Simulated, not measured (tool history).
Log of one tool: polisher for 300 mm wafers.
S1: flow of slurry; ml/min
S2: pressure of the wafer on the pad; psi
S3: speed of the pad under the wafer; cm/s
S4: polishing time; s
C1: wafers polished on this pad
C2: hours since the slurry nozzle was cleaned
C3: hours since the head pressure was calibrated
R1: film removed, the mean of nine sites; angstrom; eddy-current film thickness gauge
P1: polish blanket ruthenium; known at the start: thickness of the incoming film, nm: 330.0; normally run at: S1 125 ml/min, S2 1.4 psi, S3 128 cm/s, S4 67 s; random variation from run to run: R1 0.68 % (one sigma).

| run | day | S1 | S2 | S3 | S4 | C1 | C2 | C3 | R1 |
|---|---|---|---|---|---|---|---|---|---|
| 1 | 0.146 | 125 | 1.4 | 128 | 67 | 449 | 178.5 | 634.3 | 663.28 |
| 2 | 0.362 | 125 | 1.4 | 128 | 99 | 520 | 183.7 | 639.5 | 967.75 |
| 3 | 0.538 | 125 | 1.4 | 128 | 67 | 578 | 187.9 | 643.7 | 665.52 |
| 4 | 0.683 | 125 | 1.4 | 128 | 67 | 626 | 191.4 | 647.2 | 667.99 |
| 5 | 0.892 | 90 | 1.4 | 168 | 67 | 694 | 196.4 | 652.2 | 810.55 |
|  | 1.025 | worn pad replaced by a new one |
| 6 | 1.071 | 125 | 0.6 | 128 | 67 | 15 | 200.7 | 656.5 | 285.01 |
| 7 | 1.254 | 125 | 1.4 | 128 | 67 | 75 | 205.1 | 660.9 | 651.78 |
| 8 | 1.412 | 125 | 2.2 | 128 | 67 | 127 | 208.9 | 664.7 | 1037.70 |
| 9 | 1.650 | 125 | 1.4 | 128 | 67 | 206 | 214.6 | 670.4 | 662.10 |
| 10 | 1.950 | 75 | 1.4 | 128 | 67 | 304 | 221.8 | 677.6 | 583.88 |
| 11 | 2.192 | 125 | 1.4 | 166 | 67 | 384 | 227.6 | 683.4 | 852.56 |
| 12 | 2.333 | 125 | 1.4 | 78 | 67 | 431 | 231.0 | 686.8 | 406.64 |
| 13 | 2.617 | 125 | 1.4 | 128 | 30 | 524 | 237.8 | 693.6 | 295.51 |
| 14 | 2.800 | 195 | 1.4 | 128 | 67 | 585 | 242.2 | 698.0 | 712.88 |
| 15 | 3.092 | 125 | 1.4 | 128 | 67 | 681 | 249.2 | 705.0 | 664.28 |
| 16 | 3.233 | 125 | 1.4 | 128 | 67 | 728 | 252.6 | 708.4 | 657.63 |
| 17 | 3.412 | 125 | 1.4 | 128 | 67 | 787 | 256.9 | 712.7 | 634.90 |
| 18 | 3.592 | 125 | 1.4 | 128 | 67 | 846 | 261.2 | 717.0 | 624.22 |
| 19 | 3.829 | 125 | 1.4 | 128 | 67 | 924 | 266.9 | 722.7 | 611.76 |
|  | 4.012 | worn pad replaced by a new one |
| 20 | 4.050 | 125 | 1.4 | 128 | 67 | 12 | 272.2 | 728.0 | 618.84 |
| 21 | 4.262 | 125 | 1.4 | 128 | 67 | 82 | 277.3 | 733.1 | 615.53 |
| 22 | 4.496 | 125 | 1.4 | 128 | 67 | 159 | 282.9 | 738.7 | 615.53 |
| 23 | 4.704 | 125 | 1.4 | 128 | 67 | 228 | 287.9 | 743.7 | 615.28 |
| 24 | 4.862 | 125 | 1.4 | 128 | 67 | 280 | 291.7 | 747.5 | 609.63 |

What P1 gives has crept away from where it was. These 2 causes fit the log equally well, each at the size given:
A: slurry flow missing at the pad, % = 27
B: head's pressure below its setpoint, % = 7.16
The creep began at about day 3.092.
Why every other cause is out:
removal rate lost through wear of the pad, %: serviced at day 4.012, which brought nothing back

4 check runs are offered, each on 5 wafers whose results are averaged, their results left as question marks. Which one tells the causes apart?
| check 1 | 5.021 | 125 | 2.2 | 128 | 44 |  |  |  | ? |
| check 2 | 5.021 | 125 | 1.4 | 86 | 95 |  |  |  | ? |
| check 3 | 5.021 | 190 | 1.4 | 128 | 67 |  |  |  | ? |
| check 4 | 5.021 | 125 | 2.1 | 128 | 35 |  |  |  | ? |

What each check would give under each cause:
| check | result | if A | if B |
|---|---|---|---|
| check 1 | R1 | 633.39 | 633.38 |
| check 2 | R1 | 584.70 | 584.69 |
| check 3 | R1 | 674.62 | 658.94 |
| check 4 | R1 | 480.93 | 480.92 |
How far apart the two closest causes lie, in the result that separates them most: check 1 0 %; check 2 0 %; check 3 2.35 %; check 4 0 %
Only check 3 tells the causes apart: in the others they would give nearly the same result.

Check 3 was then run and gave: R1 658.84 angstrom. Which cause is it?

It is B: head's pressure below its setpoint, %.
